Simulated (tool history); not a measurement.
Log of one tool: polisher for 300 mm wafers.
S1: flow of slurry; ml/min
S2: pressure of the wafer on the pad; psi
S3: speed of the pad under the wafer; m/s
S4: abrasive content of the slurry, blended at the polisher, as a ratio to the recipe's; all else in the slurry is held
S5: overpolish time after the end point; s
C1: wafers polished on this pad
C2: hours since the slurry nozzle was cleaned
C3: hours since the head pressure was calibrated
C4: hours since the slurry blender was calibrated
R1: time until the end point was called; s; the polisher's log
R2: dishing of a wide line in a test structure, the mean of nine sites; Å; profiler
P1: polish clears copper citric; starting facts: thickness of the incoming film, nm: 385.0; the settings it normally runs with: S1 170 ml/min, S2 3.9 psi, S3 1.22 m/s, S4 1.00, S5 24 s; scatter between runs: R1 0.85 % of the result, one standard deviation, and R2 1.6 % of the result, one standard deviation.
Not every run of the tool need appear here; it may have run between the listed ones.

{"run": 1, "hour": 10.5, "S1": 170, "S2": 3.9, "S3": 1.22, "S4": 1.0, "S5": 24, "C1": 486, "C2": 221.4, "C3": 842.9, "C4": 87.9, "R1": 127.73, "R2": 458.3}
{"run": 2, "hour": 24.3, "S1": 170, "S2": 3.9, "S3": 1.76, "S4": 1.0, "S5": 24, "C1": 601, "C2": 235.2, "C3": 856.7, "C4": 101.7, "R1": 87.75, "R2": 603.41}
{"run": 3, "hour": 37.8, "S1": 170, "S2": 3.9, "S3": 1.22, "S4": 1.0, "S5": 45, "C1": 715, "C2": 248.7, "C3": 870.2, "C4": 115.2, "R1": 126.31, "R2": 712.82}
{"run": 4, "hour": 47.8, "S1": 170, "S2": 3.9, "S3": 1.22, "S4": 1.0, "S5": 24, "C1": 799, "C2": 258.7, "C3": 880.2, "C4": 125.2, "R1": 127.26, "R2": 463.49}
{"run": 5, "hour": 59.2, "S1": 170, "S2": 3.9, "S3": 1.22, "S4": 0.7, "S5": 24, "C1": 894, "C2": 270.1, "C3": 891.6, "C4": 136.6, "R1": 136.34, "R2": 425.81}
{"run": 6, "hour": 70.3, "S1": 170, "S2": 5.9, "S3": 1.22, "S4": 1.0, "S5": 24, "C1": 988, "C2": 281.2, "C3": 902.7, "C4": 147.7, "R1": 84.351, "R2": 642.3}
{"run": 7, "hour": 78.5, "S1": 170, "S2": 1.9, "S3": 1.22, "S4": 1.0, "S5": 7, "C1": 1056, "C2": 289.4, "C3": 910.9, "C4": 155.9, "R1": 259.24, "R2": 79.677}
{"run": 8, "hour": 85.0, "S1": 170, "S2": 3.9, "S3": 0.64, "S4": 1.0, "S5": 24, "C1": 1111, "C2": 295.9, "C3": 917.4, "C4": 162.4, "R1": 239.17, "R2": 268.3}
{"run": 9, "hour": 95.0, "S1": 170, "S2": 2.3, "S3": 1.22, "S4": 1.0, "S5": 24, "C1": 1195, "C2": 305.9, "C3": 927.4, "C4": 172.4, "R1": 211.49, "R2": 296.06}
{"run": 10, "hour": 105.5, "S1": 240, "S2": 3.9, "S3": 1.22, "S4": 1.0, "S5": 24, "C1": 1283, "C2": 316.4, "C3": 937.9, "C4": 182.9, "R1": 121.5, "R2": 463.84}
{"run": 11, "hour": 117.3, "S1": 220, "S2": 3.9, "S3": 1.22, "S4": 0.55, "S5": 24, "C1": 1382, "C2": 328.2, "C3": 949.7, "C4": 194.7, "R1": 137.07, "R2": 434.39}
{"run": 12, "hour": 124.1, "S1": 100, "S2": 3.9, "S3": 1.22, "S4": 1.0, "S5": 24, "C1": 1439, "C2": 335.0, "C3": 956.5, "C4": 201.5, "R1": 141.21, "R2": 429.6}
{"run": 13, "hour": 136.1, "S1": 170, "S2": 3.9, "S3": 1.22, "S4": 1.0, "S5": 7, "C1": 1540, "C2": 347.0, "C3": 968.5, "C4": 213.5, "R1": 126.58, "R2": 155.3}
{"hour": 146.0, "done": "slurry blender recalibrated"}
{"run": 14, "hour": 148.8, "S1": 170, "S2": 3.9, "S3": 1.22, "S4": 1.0, "S5": 24, "C1": 1646, "C2": 359.7, "C3": 981.2, "C4": 2.8, "R1": 128.06, "R2": 467.46}
{"run": 15, "hour": 162.8, "S1": 170, "S2": 3.9, "S3": 1.22, "S4": 1.25, "S5": 24, "C1": 1764, "C2": 373.7, "C3": 995.2, "C4": 16.8, "R1": 120.71, "R2": 480.16}
{"run": 16, "hour": 174.1, "S1": 170, "S2": 3.9, "S3": 1.22, "S4": 1.0, "S5": 24, "C1": 1859, "C2": 385.0, "C3": 1006.5, "C4": 28.1, "R1": 127.22, "R2": 453.94}
{"run": 17, "hour": 183.3, "S1": 255, "S2": 2.5, "S3": 1.22, "S4": 1.0, "S5": 24, "C1": 1936, "C2": 394.2, "C3": 1015.7, "C4": 37.3, "R1": 184.99, "R2": 320.83}
{"run": 18, "hour": 193.8, "S1": 170, "S2": 3.9, "S3": 1.22, "S4": 1.0, "S5": 24, "C1": 2024, "C2": 404.7, "C3": 1026.2, "C4": 47.8, "R1": 127.43, "R2": 462.9}
{"run": 19, "hour": 206.1, "S1": 170, "S2": 3.9, "S3": 1.22, "S4": 1.0, "S5": 24, "C1": 2127, "C2": 417.0, "C3": 1038.5, "C4": 60.1, "R1": 131.15, "R2": 444.36}
{"run": 20, "hour": 217.7, "S1": 170, "S2": 3.9, "S3": 1.22, "S4": 1.0, "S5": 24, "C1": 2225, "C2": 428.6, "C3": 1050.1, "C4": 71.7, "R1": 132.28, "R2": 444.11}
{"run": 21, "hour": 229.6, "S1": 170, "S2": 3.9, "S3": 1.22, "S4": 1.0, "S5": 24, "C1": 2325, "C2": 440.5, "C3": 1062.0, "C4": 83.6, "R1": 135.38, "R2": 434.04}
{"hour": 234.6, "done": "worn pad replaced by a new one"}
{"run": 22, "hour": 238.4, "S1": 170, "S2": 3.9, "S3": 1.22, "S4": 1.0, "S5": 24, "C1": 32, "C2": 449.3, "C3": 1070.8, "C4": 92.4, "R1": 133.9, "R2": 436.18}
{"run": 23, "hour": 248.3, "S1": 170, "S2": 3.9, "S3": 1.22, "S4": 1.0, "S5": 24, "C1": 115, "C2": 459.2, "C3": 1080.7, "C4": 102.3, "R1": 135.32, "R2": 435.19}
{"run": 24, "hour": 259.0, "S1": 170, "S2": 3.9, "S3": 1.22, "S4": 1.0, "S5": 24, "C1": 205, "C2": 469.9, "C3": 1091.4, "C4": 113.0, "R1": 135.74, "R2": 420.37}
{"hour": 268.1, "done": "head pressure recalibrated"}
{"run": 25, "hour": 268.7, "S1": 170, "S2": 3.9, "S3": 1.22, "S4": 1.0, "S5": 24, "C1": 286, "C2": 479.6, "C3": 0.7, "C4": 122.7, "R1": 136.91, "R2": 421.2}
{"run": 26, "hour": 277.3, "S1": 170, "S2": 3.9, "S3": 1.22, "S4": 1.0, "S5": 24, "C1": 358, "C2": 488.2, "C3": 9.3, "C4": 131.3, "R1": 139.86, "R2": 433.42}
{"run": 27, "hour": 287.5, "S1": 170, "S2": 3.9, "S3": 1.22, "S4": 1.0, "S5": 24, "C1": 444, "C2": 498.4, "C3": 19.5, "C4": 141.5, "R1": 138.46, "R2": 425.78}
{"run": 28, "hour": 293.7, "S1": 170, "S2": 3.9, "S3": 1.22, "S4": 1.0, "S5": 24, "C1": 496, "C2": 504.6, "C3": 25.7, "C4": 147.7, "R1": 137.38, "R2": 430.09}
{"run": 29, "hour": 304.8, "S1": 170, "S2": 3.9, "S3": 1.22, "S4": 1.0, "S5": 24, "C1": 589, "C2": 515.7, "C3": 36.8, "C4": 158.8, "R1": 137.3, "R2": 436.13}

What P1 gives has crept off from where it sat before. The 2 causes that follow fit the log equally well, each at the size noted:
A: slurry flow missing at the pad, % = 32.5
B: abrasive missing from the slurry, % = 29.3
The process output started creeping at around hour 193.8.
Every other cause this tool's parts could produce, and why it does not fit the log:
removal rate lost through wear of the pad, %: work on it at hour 234.6, done after the drift set in, did not restore what the process gave before
head's pressure below its setpoint, %: work on it at hour 268.1, done after the drift set in, did not restore what the process gave before

Below are 4 check runs, each averaged over 2 wafers, with their results shown as question marks. Which of them would give clearly different results depending on which cause is behind the drift?
{"run": "check 1", "hour": 315.9, "S1": 170, "S2": 3.9, "S3": 1.22, "S4": 1.0, "S5": 32, "R1": "?", "R2": "?"}
{"run": "check 2", "hour": 315.9, "S1": 100, "S2": 3.9, "S3": 1.22, "S4": 1.0, "S5": 24, "R1": "?", "R2": "?"}
{"run": "check 3", "hour": 315.9, "S1": 170, "S2": 5.0, "S3": 1.22, "S4": 1.0, "S5": 24, "R1": "?", "R2": "?"}
{"run": "check 4", "hour": 315.9, "S1": 170, "S2": 3.9, "S3": 1.22, "S4": 1.0, "S5": 8, "R1": "?", "R2": "?"}

If the cause were each of the candidates in turn, the checks would give the following:
check=check_1 result=R1 if_A=136.810 if_B=136.790
check=check_1 result=R2 if_A=536.060 if_B=536.120
check=check_2 result=R1 if_A=158.780 if_B=151.960
check=check_2 result=R2 if_A=382.040 if_B=395.920
check=check_3 result=R1 if_A=107.070 if_B=107.060
check=check_3 result=R2 if_A=525.560 if_B=525.620
check=check_4 result=R1 if_A=136.810 if_B=136.790
check=check_4 result=R2 if_A=165.650 if_B=165.680
Separation of the two closest causes in each check, using whichever result separates them best: check 1 0.02 %; check 2 4.39 %; check 3 0.02 %; check 4 0.02 %
Only check 2 tells the causes apart: in the others they would give nearly the same result.

With check 2 done, the readings were: R1 151.900 s; R2 393.610 Å. Identify which of the listed causes applies.

The correct cause is B, namely: abrasive missing from the slurry, %.
